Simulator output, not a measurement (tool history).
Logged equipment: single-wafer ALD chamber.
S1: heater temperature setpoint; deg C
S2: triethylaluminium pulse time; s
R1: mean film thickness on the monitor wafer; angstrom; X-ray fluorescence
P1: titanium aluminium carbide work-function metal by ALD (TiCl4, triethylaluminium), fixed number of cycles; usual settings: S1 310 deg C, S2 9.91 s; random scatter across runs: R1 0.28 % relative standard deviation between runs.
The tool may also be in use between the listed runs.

{"run": 1, "day": 0.575, "S1": 310, "S2": 9.91, "R1": 20.682}
{"run": 2, "day": 0.896, "S1": 310, "S2": 9.91, "R1": 20.826}
{"run": 3, "day": 1.275, "S1": 330, "S2": 9.91, "R1": 22.675}
{"run": 4, "day": 1.654, "S1": 330, "S2": 12.82, "R1": 23.017}
{"run": 5, "day": 1.983, "S1": 310, "S2": 9.91, "R1": 20.691}
{"run": 6, "day": 2.567, "S1": 310, "S2": 9.91, "R1": 20.912}
{"run": 7, "day": 3.238, "S1": 300, "S2": 15.46, "R1": 20.518}
{"run": 8, "day": 3.621, "S1": 310, "S2": 14.8, "R1": 21.329}
{"run": 9, "day": 4.329, "S1": 310, "S2": 9.91, "R1": 20.836}
{"run": 10, "day": 4.908, "S1": 293, "S2": 13.98, "R1": 19.863}
{"run": 11, "day": 5.512, "S1": 310, "S2": 9.91, "R1": 20.771}
{"run": 12, "day": 6.142, "S1": 310, "S2": 3.32, "R1": 14.699}
{"run": 13, "day": 6.533, "S1": 287, "S2": 9.91, "R1": 18.814}
{"run": 14, "day": 7.088, "S1": 310, "S2": 9.91, "R1": 20.839}
{"run": 15, "day": 7.512, "S1": 310, "S2": 9.91, "R1": 20.718}
{"run": 16, "day": 7.875, "S1": 310, "S2": 9.91, "R1": 20.614}
{"run": 17, "day": 8.233, "S1": 310, "S2": 9.91, "R1": 20.661}
{"run": 18, "day": 8.633, "S1": 310, "S2": 9.91, "R1": 20.396}
{"run": 19, "day": 9.212, "S1": 310, "S2": 9.91, "R1": 20.389}
{"run": 20, "day": 9.854, "S1": 310, "S2": 9.91, "R1": 20.46}
{"run": 21, "day": 10.379, "S1": 310, "S2": 9.91, "R1": 20.425}

Predict the results of run 22:
{"run": 22, "day": 10.862, "S1": 310, "S2": 9.91, "R1": "?"}

R1: 20.443 angstrom

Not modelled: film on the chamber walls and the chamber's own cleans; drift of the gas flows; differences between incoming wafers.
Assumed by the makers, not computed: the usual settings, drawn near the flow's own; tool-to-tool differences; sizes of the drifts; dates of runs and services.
